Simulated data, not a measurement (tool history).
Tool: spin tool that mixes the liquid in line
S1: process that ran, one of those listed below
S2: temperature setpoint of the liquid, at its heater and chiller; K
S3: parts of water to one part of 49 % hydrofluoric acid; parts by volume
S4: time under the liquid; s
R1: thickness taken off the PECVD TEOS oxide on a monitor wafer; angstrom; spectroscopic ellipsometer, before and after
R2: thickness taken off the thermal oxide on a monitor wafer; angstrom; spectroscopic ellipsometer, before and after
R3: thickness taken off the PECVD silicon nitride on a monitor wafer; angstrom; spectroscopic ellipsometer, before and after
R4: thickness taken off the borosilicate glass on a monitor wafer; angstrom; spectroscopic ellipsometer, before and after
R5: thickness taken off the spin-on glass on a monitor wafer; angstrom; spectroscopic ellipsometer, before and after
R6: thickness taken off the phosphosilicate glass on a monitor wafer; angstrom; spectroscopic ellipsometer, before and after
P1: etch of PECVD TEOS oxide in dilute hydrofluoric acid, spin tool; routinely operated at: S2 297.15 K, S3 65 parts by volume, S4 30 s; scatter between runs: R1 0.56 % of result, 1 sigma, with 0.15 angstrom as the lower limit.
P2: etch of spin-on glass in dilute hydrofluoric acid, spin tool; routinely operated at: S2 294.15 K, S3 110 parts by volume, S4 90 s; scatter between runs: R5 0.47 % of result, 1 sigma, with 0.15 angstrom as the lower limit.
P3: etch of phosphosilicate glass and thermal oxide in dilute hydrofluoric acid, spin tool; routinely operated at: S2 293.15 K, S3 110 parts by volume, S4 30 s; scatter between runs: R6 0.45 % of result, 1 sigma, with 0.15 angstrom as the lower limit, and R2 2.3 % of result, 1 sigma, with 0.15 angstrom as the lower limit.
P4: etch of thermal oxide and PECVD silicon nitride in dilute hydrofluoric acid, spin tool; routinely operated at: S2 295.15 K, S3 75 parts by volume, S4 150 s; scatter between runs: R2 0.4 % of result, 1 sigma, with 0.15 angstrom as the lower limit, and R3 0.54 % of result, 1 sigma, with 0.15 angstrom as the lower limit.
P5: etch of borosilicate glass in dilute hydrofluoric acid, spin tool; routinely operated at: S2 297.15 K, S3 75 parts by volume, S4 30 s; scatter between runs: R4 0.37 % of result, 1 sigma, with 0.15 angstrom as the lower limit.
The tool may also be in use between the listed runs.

| run | day | S1 | S2 | S3 | S4 | R1 | R2 | R3 | R4 | R5 | R6 |
|---|---|---|---|---|---|---|---|---|---|---|---|
| 1 | 0.525 | P1 | 297.15 | 65 | 30 | 129.000 |  |  |  |  |  |
| 2 | 1.162 | P1 | 297.15 | 40 | 30 | 216.780 |  |  |  |  |  |
| 3 | 1.817 | P4 | 295.15 | 75 | 150 |  | 89.1830 | 41.1630 |  |  |  |
| 4 | 2.271 | P5 | 297.15 | 75 | 30 |  |  |  | 177.630 |  |  |
| 5 | 2.858 | P2 | 299.65 | 110 | 90 |  |  |  |  | 230.89 |  |
| 6 | 3.246 | P1 | 297.15 | 90 | 30 | 90.988 |  |  |  |  |  |
| 7 | 3.583 | P1 | 297.15 | 65 | 15 | 63.840 |  |  |  |  |  |
| 8 | 3.954 | P4 | 290.15 | 75 | 150 |  | 72.7860 | 29.2480 |  |  |  |
| 9 | 4.479 | P3 | 293.15 | 110 | 60 |  | 21.8470 |  |  |  | 888.84 |
| 10 | 4.854 | P4 | 295.15 | 75 | 150 |  | 89.6690 | 41.0600 |  |  |  |
| 11 | 5.438 | P1 | 291.65 | 65 | 15 | 51.723 |  |  |  |  |  |
| 12 | 5.821 | P1 | 297.15 | 65 | 30 | 128.910 |  |  |  |  |  |
| 13 | 6.379 | P1 | 297.15 | 65 | 30 | 128.950 |  |  |  |  |  |
| 14 | 6.750 | P3 | 301.15 | 110 | 30 |  | 14.8950 |  |  |  | 614.24 |
| 15 | 7.396 | P2 | 294.15 | 110 | 165 |  |  |  |  | 337.31 |  |
| 16 | 7.888 | P2 | 294.15 | 30 | 90 |  |  |  |  | 739.96 |  |
| 17 | 8.304 | P1 | 297.15 | 65 | 30 | 129.040 |  |  |  |  |  |
| 18 | 8.775 | P1 | 305.65 | 65 | 30 | 177.640 |  |  |  |  |  |
| 19 | 9.238 | P4 | 295.15 | 20 | 150 |  | 361.2400 | 150.1800 |  |  |  |
| 20 | 9.692 | P1 | 292.15 | 65 | 30 | 104.760 |  |  |  |  |  |
| 21 | 9.996 | P1 | 291.65 | 65 | 50 | 171.430 |  |  |  |  |  |
| 22 | 10.396 | P4 | 295.15 | 75 | 15 |  | 8.9034 | 4.0082 |  |  |  |
| 23 | 11.042 | P1 | 297.15 | 65 | 30 | 127.870 |  |  |  |  |  |
| 24 | 11.458 | P5 | 291.15 | 75 | 30 |  |  |  | 139.830 |  |  |
| 25 | 12.042 | P1 | 297.15 | 25 | 60 | 711.530 |  |  |  |  |  |
| 26 | 12.600 | P5 | 297.15 | 75 | 60 |  |  |  | 358.260 |  |  |
| 27 | 13.058 | P2 | 294.15 | 110 | 90 |  |  |  |  | 184.01 |  |
| 28 | 13.512 | P1 | 297.15 | 65 | 30 | 128.170 |  |  |  |  |  |
| 29 | 14.096 | P3 | 293.15 | 110 | 30 |  | 9.9937 |  |  |  | 448.85 |
| 30 | 14.729 | P3 | 293.15 | 200 | 30 |  | 5.4567 |  |  |  | 224.50 |
| 31 | 15.250 | P5 | 297.15 | 75 | 30 |  |  |  | 178.780 |  |  |
| 32 | 15.692 | P1 | 297.15 | 65 | 45 | 192.620 |  |  |  |  |  |
| 33 | 16.162 | P5 | 297.15 | 130 | 30 |  |  |  | 95.776 |  |  |
| 34 | 16.742 | P1 | 297.15 | 65 | 30 | 129.540 |  |  |  |  |  |
| 35 | 17.125 | P1 | 297.15 | 65 | 30 | 133.640 |  |  |  |  |  |

Estimate the outcome of run 36 from the log above:
| 36 | 17.454 | P1 | 297.15 | 65 | 30 | ? |  |  |  |  |  |

{"run 36": {"R1": 136.97}}
